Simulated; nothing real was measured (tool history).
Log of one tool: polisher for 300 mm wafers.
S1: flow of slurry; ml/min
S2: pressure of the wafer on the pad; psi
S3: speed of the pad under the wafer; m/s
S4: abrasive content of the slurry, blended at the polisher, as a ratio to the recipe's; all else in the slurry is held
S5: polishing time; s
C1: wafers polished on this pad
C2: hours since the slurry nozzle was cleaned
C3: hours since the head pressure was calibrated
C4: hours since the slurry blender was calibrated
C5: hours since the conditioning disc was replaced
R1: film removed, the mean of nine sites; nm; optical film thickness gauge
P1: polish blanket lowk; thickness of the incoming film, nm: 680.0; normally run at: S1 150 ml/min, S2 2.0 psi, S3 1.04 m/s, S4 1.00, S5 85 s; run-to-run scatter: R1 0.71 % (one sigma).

| run | day | S1 | S2 | S3 | S4 | S5 | C1 | C2 | C3 | C4 | C5 | R1 |
|---|---|---|---|---|---|---|---|---|---|---|---|---|
| 1 | 0.625 | 150 | 2.0 | 1.04 | 1.00 | 85 | 700 | 155.9 | 646.8 | 61.9 | 227.4 | 35.390 |
| 2 | 1.146 | 150 | 0.9 | 1.04 | 1.00 | 85 | 833 | 168.4 | 659.3 | 74.4 | 239.9 | 16.094 |
| 3 | 1.488 | 150 | 2.0 | 1.04 | 1.00 | 38 | 920 | 176.6 | 667.5 | 82.6 | 248.1 | 15.750 |
| 4 | 1.929 | 150 | 2.6 | 0.72 | 1.00 | 85 | 1032 | 187.2 | 678.1 | 93.2 | 258.7 | 34.484 |
| 5 | 2.279 | 105 | 2.0 | 1.04 | 1.00 | 85 | 1122 | 195.6 | 686.5 | 101.6 | 267.1 | 33.017 |
| 6 | 2.762 | 150 | 2.0 | 0.78 | 1.00 | 85 | 1245 | 207.2 | 698.1 | 113.2 | 278.7 | 28.378 |
| 7 | 3.079 | 150 | 2.0 | 1.04 | 1.00 | 85 | 1325 | 214.8 | 705.7 | 120.8 | 286.3 | 35.734 |
| 8 | 3.400 | 150 | 2.0 | 1.04 | 0.50 | 85 | 1407 | 222.5 | 713.4 | 128.5 | 294.0 | 24.401 |
| 9 | 3.712 | 150 | 2.0 | 1.04 | 1.45 | 85 | 1487 | 230.0 | 720.9 | 136.0 | 301.5 | 41.573 |
| 10 | 4.017 | 150 | 2.0 | 1.04 | 1.00 | 85 | 1564 | 237.3 | 728.2 | 143.3 | 308.8 | 35.191 |
| 11 | 4.554 | 150 | 2.0 | 1.30 | 1.00 | 85 | 1701 | 250.2 | 741.1 | 156.2 | 321.7 | 42.605 |
| 12 | 4.900 | 150 | 2.0 | 1.30 | 1.00 | 107 | 1789 | 258.5 | 749.4 | 164.5 | 330.0 | 52.935 |
| 13 | 5.200 | 150 | 2.8 | 1.04 | 1.00 | 85 | 1865 | 265.7 | 756.6 | 171.7 | 337.2 | 49.485 |
|  | 5.212 | slurry blender recalibrated |
| 14 | 5.667 | 150 | 2.0 | 1.62 | 1.00 | 128 | 1984 | 276.9 | 767.8 | 10.9 | 348.4 | 75.971 |
| 15 | 6.238 | 150 | 2.0 | 1.04 | 1.00 | 134 | 2130 | 290.6 | 781.5 | 24.6 | 362.1 | 55.962 |
| 16 | 6.642 | 150 | 2.0 | 1.04 | 1.00 | 85 | 2233 | 300.3 | 791.2 | 34.3 | 371.8 | 35.286 |
|  | 6.875 | slurry nozzle cleaned |
| 17 | 7.296 | 230 | 2.0 | 1.04 | 1.00 | 85 | 2399 | 10.1 | 806.9 | 50.0 | 387.5 | 37.646 |
| 18 | 7.692 | 150 | 2.0 | 1.04 | 1.00 | 85 | 2500 | 19.6 | 816.4 | 59.5 | 397.0 | 35.550 |
| 19 | 8.296 | 150 | 2.0 | 1.04 | 1.00 | 85 | 2654 | 34.1 | 830.9 | 74.0 | 411.5 | 34.156 |
| 20 | 8.596 | 150 | 2.0 | 1.04 | 1.00 | 85 | 2730 | 41.3 | 838.1 | 81.2 | 418.7 | 34.141 |
| 21 | 9.042 | 150 | 2.0 | 1.04 | 1.00 | 85 | 2844 | 52.0 | 848.8 | 91.9 | 429.4 | 33.134 |
| 22 | 9.529 | 150 | 2.0 | 1.04 | 1.00 | 85 | 2968 | 63.7 | 860.5 | 103.6 | 441.1 | 33.421 |
|  | 9.717 | slurry blender recalibrated |
| 23 | 10.171 | 150 | 2.0 | 1.04 | 1.00 | 85 | 3131 | 79.1 | 875.9 | 10.9 | 456.5 | 32.949 |
| 24 | 10.546 | 150 | 2.0 | 1.04 | 1.00 | 85 | 3227 | 88.1 | 884.9 | 19.9 | 465.5 | 32.411 |
| 25 | 11.204 | 150 | 2.0 | 1.04 | 1.00 | 85 | 3395 | 103.9 | 900.7 | 35.7 | 481.3 | 32.863 |
|  | 11.238 | worn pad replaced by a new one |
|  | 11.446 | conditioning disc replaced and pad reconditioned |
| 26 | 11.821 | 150 | 2.0 | 1.04 | 1.00 | 85 | 149 | 118.7 | 915.5 | 50.5 | 9.0 | 32.420 |
| 27 | 12.212 | 150 | 2.0 | 1.04 | 1.00 | 85 | 249 | 128.1 | 924.9 | 59.9 | 18.4 | 32.515 |
| 28 | 12.846 | 150 | 2.0 | 1.04 | 1.00 | 85 | 410 | 143.3 | 940.1 | 75.1 | 33.6 | 32.971 |
| 29 | 13.350 | 150 | 2.0 | 1.04 | 1.00 | 85 | 538 | 155.4 | 952.2 | 87.2 | 45.7 | 32.210 |

What P1 gives has crept away from where it was. These 2 causes fit the log equally well, each at the size given:
A: slurry flow missing at the pad, % = 34.3
B: head's pressure below its setpoint, % = 8.46
The creep began at about day 7.692.
Why every other cause is out:
removal rate lost through wear of the pad, %: serviced at day 11.238, which brought nothing back
abrasive missing from the slurry, %: serviced at day 9.717, which brought nothing back
time polished since the conditioner stopped cutting, s: serviced at day 11.446, which brought nothing back

4 check runs are offered, each on 5 wafers whose results are averaged, their results left as question marks. Which one tells the causes apart?
| check 1 | 13.854 | 220 | 2.0 | 1.04 | 1.00 | 55 |  |  |  |  |  | ? |
| check 2 | 13.854 | 150 | 2.0 | 1.04 | 0.55 | 38 |  |  |  |  |  | ? |
| check 3 | 13.854 | 150 | 2.0 | 1.04 | 0.60 | 51 |  |  |  |  |  | ? |
| check 4 | 13.854 | 150 | 2.0 | 1.04 | 1.40 | 127 |  |  |  |  |  | ? |

What each check would give under each cause:
| check | result | if A | if B |
|---|---|---|---|
| check 1 | R1 | 22.832 | 22.240 |
| check 2 | R1 | 10.596 | 10.595 |
| check 3 | R1 | 14.972 | 14.971 |
| check 4 | R1 | 55.832 | 55.827 |
How far apart the two closest causes lie, in the result that separates them most: check 1 2.63 %; check 2 0.01 %; check 3 0.01 %; check 4 0.01 %
Only check 1 tells the causes apart: in the others they would give nearly the same result.

Then check 1 was run and gave: R1 22.217 nm. Which cause is it?

It is B: head's pressure below its setpoint, %.
